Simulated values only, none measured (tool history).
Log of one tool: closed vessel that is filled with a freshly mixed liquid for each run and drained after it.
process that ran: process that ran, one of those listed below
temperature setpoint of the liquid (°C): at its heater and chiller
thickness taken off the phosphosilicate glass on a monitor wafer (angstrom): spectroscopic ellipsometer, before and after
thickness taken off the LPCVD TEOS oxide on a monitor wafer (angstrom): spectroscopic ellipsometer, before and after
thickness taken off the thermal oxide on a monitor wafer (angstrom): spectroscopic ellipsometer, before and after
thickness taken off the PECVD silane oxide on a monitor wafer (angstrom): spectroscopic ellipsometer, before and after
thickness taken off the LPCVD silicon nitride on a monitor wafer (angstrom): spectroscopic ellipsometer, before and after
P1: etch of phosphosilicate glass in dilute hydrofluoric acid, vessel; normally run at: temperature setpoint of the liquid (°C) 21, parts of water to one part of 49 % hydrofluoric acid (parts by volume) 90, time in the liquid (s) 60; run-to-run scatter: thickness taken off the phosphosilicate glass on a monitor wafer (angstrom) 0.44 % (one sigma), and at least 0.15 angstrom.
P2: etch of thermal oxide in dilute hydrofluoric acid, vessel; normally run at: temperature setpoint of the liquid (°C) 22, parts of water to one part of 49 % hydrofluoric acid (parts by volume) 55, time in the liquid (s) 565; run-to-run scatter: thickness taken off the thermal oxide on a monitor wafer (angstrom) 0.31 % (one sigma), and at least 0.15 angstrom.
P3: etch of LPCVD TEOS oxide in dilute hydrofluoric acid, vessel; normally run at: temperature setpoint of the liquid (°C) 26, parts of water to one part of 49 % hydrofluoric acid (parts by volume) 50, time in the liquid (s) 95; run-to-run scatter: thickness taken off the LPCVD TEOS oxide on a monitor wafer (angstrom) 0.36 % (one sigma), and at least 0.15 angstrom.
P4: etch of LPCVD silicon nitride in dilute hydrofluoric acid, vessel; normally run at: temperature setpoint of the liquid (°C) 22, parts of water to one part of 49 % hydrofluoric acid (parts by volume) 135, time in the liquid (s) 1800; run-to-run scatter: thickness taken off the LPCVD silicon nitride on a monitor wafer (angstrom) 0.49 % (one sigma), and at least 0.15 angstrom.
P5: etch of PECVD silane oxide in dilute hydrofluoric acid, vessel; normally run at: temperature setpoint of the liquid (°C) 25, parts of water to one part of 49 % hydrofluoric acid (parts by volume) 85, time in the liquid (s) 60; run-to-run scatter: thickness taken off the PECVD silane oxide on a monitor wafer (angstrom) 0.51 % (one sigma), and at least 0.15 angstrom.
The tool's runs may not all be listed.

run	hour	process that ran	temperature setpoint of the liquid (°C)	parts of water to one part of 49 % hydrofluoric acid (parts by volume)	time in the liquid (s)	thickness taken off the phosphosilicate glass on a monitor wafer (angstrom)	thickness taken off the LPCVD TEOS oxide on a monitor wafer (angstrom)	thickness taken off the thermal oxide on a monitor wafer (angstrom)	thickness taken off the PECVD silane oxide on a monitor wafer (angstrom)	thickness taken off the LPCVD silicon nitride on a monitor wafer (angstrom)
1	16.1	P1	21	90	60	999.76				
2	30.4	P3	26	50	30		126.58			
3	39.1	P2	22	55	215			185.58		
4	47.3	P1	27.5	90	105	2273				
5	60.4	P1	17	90	85	1192.3				
6	67.9	P5	25	85	60				182.98	
7	76.5	P1	21	20	60	4934				
8	87	P5	25	25	60				670.73	
9	102.2	P1	21	160	60	521.31				
10	113.4	P1	25.5	90	60	1199.2				
11	126.5	P4	22	135	1800					55.887
12	138.8	P2	22	55	565			492.33		
13	151.1	P4	22	135	955					29.487
14	163.1	P5	25	85	100				308.3	
15	175.9	P1	21	90	60	1007.8				
16	184	P1	21	90	105	1742.9				
17	198.6	P3	26	50	95		401.19			
18	207.5	P2	22	100	565			255.9		
19	219.7	P3	26	20	95		1052.3			
20	229.3	P1	21	90	60	1001.1				
21	241.5	P4	22	135	1800					55.781
22	251.7	P1	17	90	60	840.99				
23	263.2	P4	22	250	1800					30.171
24	279.2	P1	21	90	60	1000.7				
25	288.2	P1	21	90	60	997.7				
26	298.6	P4	17.5	135	1800					41.083
27	306.7	P5	20.5	85	60				152.62	
28	317.3	P2	22	55	565			489.28		
29	325.7	P1	21	90	30	498.07				
30	336.5	P3	32	50	95		507.68			
31	350.3	P2	26	55	565			577.34		
32	362.7	P1	21	90	60	995.59				
33	375.5	P1	21	90	60	965.09				
34	387.3	P1	21	90	60	942.62				
35	396.6	P1	21	90	60	935.88				
36	408.2	P1	21	90	60	928.88				
37	415.3	P1	21	90	60	926.03				
38	425.7	P1	21	90	60	919.67				
39	433.6	P1	21	90	60	921.87				
40	449.3	P1	21	90	60	911.67				
41	461.3	P1	21	90	60	908.68				
42	477.4	P1	21	90	60	905.02				
43	487.2	P1	21	90	60	910.95				

What P1 gives has crept away from where it was. These 2 causes fit the log equally well, each at the size given:
A: hydrofluoric acid flow below the setpoint (%) = 8.36
B: liquid colder than its thermometer reads (K) = 2.34
The creep began at about hour 362.7.

4 check runs are offered, one wafer each, their results left as question marks. Which one tells the causes apart?
check 1	497	P4	22	235	1800					?
check 2	497	P2	22	95	245			?		
check 3	497	P3	29	50	95		?			
check 4	497	P5	25	85	85				?	

What each check would give under each cause:
check	result	if A	if B
check 1	thickness taken off the LPCVD silicon nitride on a monitor wafer (angstrom)	29.771	27.897
check 2	thickness taken off the thermal oxide on a monitor wafer (angstrom)	106.29	106.48
check 3	thickness taken off the LPCVD TEOS oxide on a monitor wafer (angstrom)	410.58	410.86
check 4	thickness taken off the PECVD silane oxide on a monitor wafer (angstrom)	235.96	236.74
How far apart the two closest causes lie, in the result that separates them most: check 1 6.5 %; check 2 0.18 %; check 3 0.07 %; check 4 0.33 %
Only check 1 tells the causes apart: in the others they would give nearly the same result.

Then check 1 was run and gave: thickness taken off the LPCVD silicon nitride on a monitor wafer (angstrom) 28.173. Which cause is it?

It is B: liquid colder than its thermometer reads (K).

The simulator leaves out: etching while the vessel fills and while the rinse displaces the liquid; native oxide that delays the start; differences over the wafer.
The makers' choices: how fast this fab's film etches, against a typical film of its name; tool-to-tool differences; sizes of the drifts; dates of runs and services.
